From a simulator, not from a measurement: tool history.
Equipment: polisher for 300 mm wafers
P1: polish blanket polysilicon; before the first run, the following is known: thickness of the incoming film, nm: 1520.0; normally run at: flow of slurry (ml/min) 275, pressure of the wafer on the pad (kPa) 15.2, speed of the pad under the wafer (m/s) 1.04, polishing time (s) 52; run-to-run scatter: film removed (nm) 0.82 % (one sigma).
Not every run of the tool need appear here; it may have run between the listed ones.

run,hour,flow of slurry (ml/min),pressure of the wafer on the pad (kPa),speed of the pad under the wafer (m/s),polishing time (s),wafers polished on this pad,hours since the slurry nozzle was cleaned,hours since the head pressure was calibrated,film removed (nm)
1,4.6,275,15.2,1.04,52,439,420.2,393.6,315.75
2,7.8,275,15.2,1.38,52,484,423.4,396.8,428.77
# hour 8.9: worn pad replaced by a new one
3,10.0,275,6.9,1.04,52,15,425.6,399.0,143.09
4,14.0,275,15.2,1.04,52,70,429.6,403.0,314.37
5,18.6,275,15.2,1.04,77,133,434.2,407.6,470.16
6,20.8,275,15.2,1.04,26,164,436.4,409.8,160.05
7,25.5,275,22.8,1.04,52,229,441.1,414.5,475.18
8,29.3,275,15.2,1.04,52,281,444.9,418.3,315.07
9,32.8,275,15.2,1.04,52,329,448.4,421.8,317.70
10,37.1,165,15.2,1.04,52,389,452.7,426.1,297.80
11,41.3,275,15.2,1.04,52,447,456.9,430.3,321.17
12,44.7,275,15.2,1.04,52,494,460.3,433.7,321.82
13,47.2,390,15.2,1.04,52,528,462.8,436.2,325.04
14,50.9,275,15.2,0.46,52,579,466.5,439.9,140.11
15,53.2,275,15.2,0.48,78,611,468.8,442.2,218.54
16,57.2,275,15.2,1.04,52,666,472.8,446.2,311.91
17,61.2,275,15.2,1.04,52,721,476.8,450.2,310.99
18,65.9,275,15.2,1.04,52,786,481.5,454.9,310.85
19,70.5,275,15.2,1.04,52,850,486.1,459.5,311.69
20,73.9,275,15.2,1.04,52,897,489.5,462.9,302.94
# hour 78.3: worn pad replaced by a new one
21,78.4,275,15.2,1.04,52,1,494.0,467.4,304.14
22,81.9,275,15.2,1.04,52,49,497.5,470.9,308.06
23,85.5,275,15.2,1.04,52,99,501.1,474.5,302.02
24,89.7,275,15.2,1.04,52,157,505.3,478.7,302.89
25,93.5,275,15.2,1.04,52,210,509.1,482.5,304.13
26,96.2,275,15.2,1.04,52,247,511.8,485.2,303.05

P1 has crept away from where it was. The log is fitted equally well by each of these 2 causes, at the sizes shown:
A: head's pressure below its setpoint, % = 4.83
B: slurry flow missing at the pad, % = 34
The gradual shift began around hour 57.2.
Other possible causes, and why each is ruled out:
removal rate lost through wear of the pad, %: its service at hour 78.3 followed the start of the drift and did not put the process back to its old value

Which of the 4 check runs listed below, each an average over 5 wafers with its results shown as question marks, gives clearly different results under the different listed causes?
check 1,98.9,275,15.2,0.48,68,,,,?
check 2,98.9,275,20.0,1.04,30,,,,?
check 3,98.9,275,21.4,0.58,52,,,,?
check 4,98.9,165,15.2,0.70,52,,,,?

What each check would give under each cause:
check,result,if A,if B
check 1,film removed (nm),182.28,182.28
check 2,film removed (nm),229.67,229.68
check 3,film removed (nm),237.33,237.33
check 4,film removed (nm),190.70,185.06
Gap, in per cent, between the two causes that each check separates least, read from the result that separates them most: check 1 0 %; check 2 0 %; check 3 0 %; check 4 3.01 %
Check 4 is the one run that separates the causes; every other check would come out nearly the same whichever cause is at work.

Running check 4 produced the following: film removed (nm) 190.91. Which one of the listed causes fits?

It is A: head's pressure below its setpoint, %.
